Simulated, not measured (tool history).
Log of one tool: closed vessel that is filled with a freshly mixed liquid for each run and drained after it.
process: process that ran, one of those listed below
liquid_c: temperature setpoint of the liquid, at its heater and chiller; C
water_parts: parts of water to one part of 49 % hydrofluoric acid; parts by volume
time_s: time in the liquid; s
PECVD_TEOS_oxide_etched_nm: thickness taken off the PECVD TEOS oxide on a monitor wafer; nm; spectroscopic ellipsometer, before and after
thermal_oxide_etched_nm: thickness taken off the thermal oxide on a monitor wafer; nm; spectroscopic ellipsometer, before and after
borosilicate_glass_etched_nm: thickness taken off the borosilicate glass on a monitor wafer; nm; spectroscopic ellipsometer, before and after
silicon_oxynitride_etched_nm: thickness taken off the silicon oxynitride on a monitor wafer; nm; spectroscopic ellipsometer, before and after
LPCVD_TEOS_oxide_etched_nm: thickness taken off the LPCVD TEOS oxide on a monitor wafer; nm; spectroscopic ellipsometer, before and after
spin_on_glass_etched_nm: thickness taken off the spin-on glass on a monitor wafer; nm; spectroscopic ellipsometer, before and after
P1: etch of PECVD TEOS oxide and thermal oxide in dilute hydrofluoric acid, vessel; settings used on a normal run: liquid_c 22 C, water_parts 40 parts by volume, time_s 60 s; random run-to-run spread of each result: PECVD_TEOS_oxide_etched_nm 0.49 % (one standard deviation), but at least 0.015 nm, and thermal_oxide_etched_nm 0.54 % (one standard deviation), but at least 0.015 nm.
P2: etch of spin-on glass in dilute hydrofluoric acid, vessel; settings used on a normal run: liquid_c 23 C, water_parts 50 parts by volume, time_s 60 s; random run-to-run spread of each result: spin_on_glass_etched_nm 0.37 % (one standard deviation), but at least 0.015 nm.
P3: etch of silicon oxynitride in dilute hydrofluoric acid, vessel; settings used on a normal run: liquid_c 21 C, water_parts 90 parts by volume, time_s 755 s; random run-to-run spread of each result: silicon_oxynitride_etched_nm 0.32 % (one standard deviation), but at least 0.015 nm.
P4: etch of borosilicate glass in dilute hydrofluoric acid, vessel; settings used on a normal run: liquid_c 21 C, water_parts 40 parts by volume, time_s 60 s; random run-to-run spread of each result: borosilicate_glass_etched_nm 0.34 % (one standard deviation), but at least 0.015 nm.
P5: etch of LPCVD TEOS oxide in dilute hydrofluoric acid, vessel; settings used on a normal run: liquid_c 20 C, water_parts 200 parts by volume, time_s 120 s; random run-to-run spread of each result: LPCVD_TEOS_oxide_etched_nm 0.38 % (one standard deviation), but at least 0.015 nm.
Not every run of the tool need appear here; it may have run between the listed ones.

Run 1, hour 9.2: process P1, liquid_c 22 C, water_parts 40 parts by volume, time_s 60 s. Result: PECVD_TEOS_oxide_etched_nm 28.435 nm, thermal_oxide_etched_nm 7.1861 nm.
Run 2, hour 23.3: process P4, liquid_c 21 C, water_parts 40 parts by volume, time_s 60 s. Result: borosilicate_glass_etched_nm 51.352 nm.
Run 3, hour 32.7: process P3, liquid_c 21 C, water_parts 90 parts by volume, time_s 755 s. Result: silicon_oxynitride_etched_nm 20.955 nm.
Run 4, hour 42.2: process P5, liquid_c 27 C, water_parts 200 parts by volume, time_s 120 s. Result: LPCVD_TEOS_oxide_etched_nm 21.563 nm.
Run 5, hour 54: process P4, liquid_c 21 C, water_parts 40 parts by volume, time_s 60 s. Result: borosilicate_glass_etched_nm 51.759 nm.
Run 6, hour 69.8: process P1, liquid_c 22 C, water_parts 40 parts by volume, time_s 60 s. Result: PECVD_TEOS_oxide_etched_nm 28.555 nm, thermal_oxide_etched_nm 7.1747 nm.
Run 7, hour 82.5: process P1, liquid_c 22 C, water_parts 40 parts by volume, time_s 30 s. Result: PECVD_TEOS_oxide_etched_nm 14.214 nm, thermal_oxide_etched_nm 3.621 nm.
Run 8, hour 99.8: process P2, liquid_c 23 C, water_parts 50 parts by volume, time_s 60 s. Result: spin_on_glass_etched_nm 49.891 nm.
Run 9, hour 109.1: process P1, liquid_c 28 C, water_parts 40 parts by volume, time_s 115 s. Result: PECVD_TEOS_oxide_etched_nm 68.978 nm, thermal_oxide_etched_nm 17.58 nm.
Run 10, hour 124: process P1, liquid_c 22 C, water_parts 40 parts by volume, time_s 60 s. Result: PECVD_TEOS_oxide_etched_nm 28.199 nm, thermal_oxide_etched_nm 7.2054 nm.
Run 11, hour 136.2: process P1, liquid_c 17 C, water_parts 40 parts by volume, time_s 60 s. Result: PECVD_TEOS_oxide_etched_nm 23.086 nm, thermal_oxide_etched_nm 5.8326 nm.
Run 12, hour 152.3: process P1, liquid_c 22 C, water_parts 40 parts by volume, time_s 60 s. Result: PECVD_TEOS_oxide_etched_nm 28.472 nm, thermal_oxide_etched_nm 7.1594 nm.
Run 13, hour 160.6: process P5, liquid_c 20 C, water_parts 200 parts by volume, time_s 120 s. Result: LPCVD_TEOS_oxide_etched_nm 16.646 nm.
Run 14, hour 171.8: process P1, liquid_c 22 C, water_parts 40 parts by volume, time_s 60 s. Result: PECVD_TEOS_oxide_etched_nm 28.421 nm, thermal_oxide_etched_nm 7.1598 nm.
Run 15, hour 184.2: process P4, liquid_c 17 C, water_parts 40 parts by volume, time_s 60 s. Result: borosilicate_glass_etched_nm 43.602 nm.
Run 16, hour 197: process P5, liquid_c 20 C, water_parts 280 parts by volume, time_s 120 s. Result: LPCVD_TEOS_oxide_etched_nm 11.018 nm.
Run 17, hour 208.9: process P5, liquid_c 20 C, water_parts 200 parts by volume, time_s 30 s. Result: LPCVD_TEOS_oxide_etched_nm 4.1464 nm.
Run 18, hour 221.2: process P5, liquid_c 20 C, water_parts 200 parts by volume, time_s 120 s. Result: LPCVD_TEOS_oxide_etched_nm 16.598 nm.
Run 19, hour 236: process P3, liquid_c 21 C, water_parts 90 parts by volume, time_s 240 s. Result: silicon_oxynitride_etched_nm 6.6829 nm.
Run 20, hour 244.9: process P1, liquid_c 18.5 C, water_parts 70 parts by volume, time_s 60 s. Result: PECVD_TEOS_oxide_etched_nm 13.459 nm, thermal_oxide_etched_nm 3.4247 nm.
Run 21, hour 261.3: process P4, liquid_c 21 C, water_parts 20 parts by volume, time_s 60 s. Result: borosilicate_glass_etched_nm 105.64 nm.
Run 22, hour 273.7: process P2, liquid_c 23 C, water_parts 20 parts by volume, time_s 60 s. Result: spin_on_glass_etched_nm 129.07 nm.
Run 23, hour 289.9: process P1, liquid_c 28.5 C, water_parts 40 parts by volume, time_s 60 s. Result: PECVD_TEOS_oxide_etched_nm 36.95 nm, thermal_oxide_etched_nm 9.3035 nm.
Run 24, hour 303.1: process P3, liquid_c 21 C, water_parts 165 parts by volume, time_s 755 s. Result: silicon_oxynitride_etched_nm 10.869 nm.
Run 25, hour 316.7: process P1, liquid_c 22 C, water_parts 25 parts by volume, time_s 60 s. Result: PECVD_TEOS_oxide_etched_nm 46.703 nm, thermal_oxide_etched_nm 11.753 nm.
Run 26, hour 331.8: process P1, liquid_c 22 C, water_parts 65 parts by volume, time_s 60 s. Result: PECVD_TEOS_oxide_etched_nm 17.025 nm, thermal_oxide_etched_nm 4.263 nm.
Run 27, hour 341.2: process P2, liquid_c 28.5 C, water_parts 50 parts by volume, time_s 60 s. Result: spin_on_glass_etched_nm 61.568 nm.
Run 28, hour 358.3: process P4, liquid_c 21 C, water_parts 40 parts by volume, time_s 95 s. Result: borosilicate_glass_etched_nm 82.105 nm.
Run 29, hour 366.5: process P3, liquid_c 28.5 C, water_parts 90 parts by volume, time_s 755 s. Result: silicon_oxynitride_etched_nm 29.994 nm.
Run 30, hour 383.1: process P3, liquid_c 21 C, water_parts 90 parts by volume, time_s 755 s. Result: silicon_oxynitride_etched_nm 21.028 nm.
Run 31, hour 399.2: process P1, liquid_c 22 C, water_parts 40 parts by volume, time_s 115 s. Result: PECVD_TEOS_oxide_etched_nm 54.883 nm, thermal_oxide_etched_nm 13.697 nm.
Run 32, hour 416.5: process P2, liquid_c 23 C, water_parts 50 parts by volume, time_s 30 s. Result: spin_on_glass_etched_nm 24.628 nm.
Run 33, hour 435: process P1, liquid_c 22 C, water_parts 40 parts by volume, time_s 60 s. Result: PECVD_TEOS_oxide_etched_nm 28.379 nm, thermal_oxide_etched_nm 7.1789 nm.
Run 34, hour 446.4: process P1, liquid_c 22 C, water_parts 40 parts by volume, time_s 60 s. Result: PECVD_TEOS_oxide_etched_nm 27.48 nm, thermal_oxide_etched_nm 6.9547 nm.
Run 35, hour 458.8: process P1, liquid_c 22 C, water_parts 40 parts by volume, time_s 60 s. Result: PECVD_TEOS_oxide_etched_nm 27.02 nm, thermal_oxide_etched_nm 6.8228 nm.
Run 36, hour 469.5: process P1, liquid_c 22 C, water_parts 40 parts by volume, time_s 60 s. Result: PECVD_TEOS_oxide_etched_nm 26.535 nm, thermal_oxide_etched_nm 6.7259 nm.
Run 37, hour 483.6: process P1, liquid_c 22 C, water_parts 40 parts by volume, time_s 60 s. Result: PECVD_TEOS_oxide_etched_nm 26.589 nm, thermal_oxide_etched_nm 6.7422 nm.
Run 38, hour 492.4: process P1, liquid_c 22 C, water_parts 40 parts by volume, time_s 60 s. Result: PECVD_TEOS_oxide_etched_nm 26.438 nm, thermal_oxide_etched_nm 6.6426 nm.
Run 39, hour 508.1: process P1, liquid_c 22 C, water_parts 40 parts by volume, time_s 60 s. Result: PECVD_TEOS_oxide_etched_nm 26.309 nm, thermal_oxide_etched_nm 6.6125 nm.
Run 40, hour 520.1: process P1, liquid_c 22 C, water_parts 40 parts by volume, time_s 60 s. Result: PECVD_TEOS_oxide_etched_nm 26.357 nm, thermal_oxide_etched_nm 6.6544 nm.
Run 41, hour 536.1: process P1, liquid_c 22 C, water_parts 40 parts by volume, time_s 60 s. Result: PECVD_TEOS_oxide_etched_nm 26.134 nm, thermal_oxide_etched_nm 6.5327 nm.

The log shows P1 creeping away from where it was. Any of the 2 causes listed here, at the size stated for it, fits the log just as well as the others:
A: hydrofluoric acid flow below the setpoint (%) = 7.87
B: liquid colder than its thermometer reads (K) = 2.04
Creep in the process output first set in at about hour 435.

The check runs listed below each take one wafer, and their results are still question marks. Under which run would the listed causes lead to clearly different results?
Run check 1, hour 552.1: process P2, liquid_c 27 C, water_parts 20 parts by volume, time_s 60 s. Result: spin_on_glass_etched_nm ?.
Run check 2, hour 552.1: process P3, liquid_c 21 C, water_parts 160 parts by volume, time_s 755 s. Result: silicon_oxynitride_etched_nm ?.
Run check 3, hour 552.1: process P5, liquid_c 24 C, water_parts 265 parts by volume, time_s 120 s. Result: LPCVD_TEOS_oxide_etched_nm ?.
Run check 4, hour 552.1: process P4, liquid_c 21 C, water_parts 20 parts by volume, time_s 60 s. Result: borosilicate_glass_etched_nm ?.

What every check run would give for each of its results, assuming each possible cause in turn:
  check                        result    if A    if B
check 1       spin_on_glass_etched_nm  139.82  139.77
check 2  silicon_oxynitride_etched_nm  10.276  10.223
check 3    LPCVD_TEOS_oxide_etched_nm   12.33  12.722
check 4  borosilicate_glass_etched_nm  97.042  96.608
Minimum pairwise separation of causes per check, each pair taken at its best-separating result: check 1 0.03 %; check 2 0.51 %; check 3 3.12 %; check 4 0.45 %
Check 3 tells the causes apart: in the others they would give nearly the same result.

After running check 3, the following was obtained: LPCVD_TEOS_oxide_etched_nm 12.376 nm. Which cause does this point to?

The cause is A: hydrofluoric acid flow below the setpoint (%).
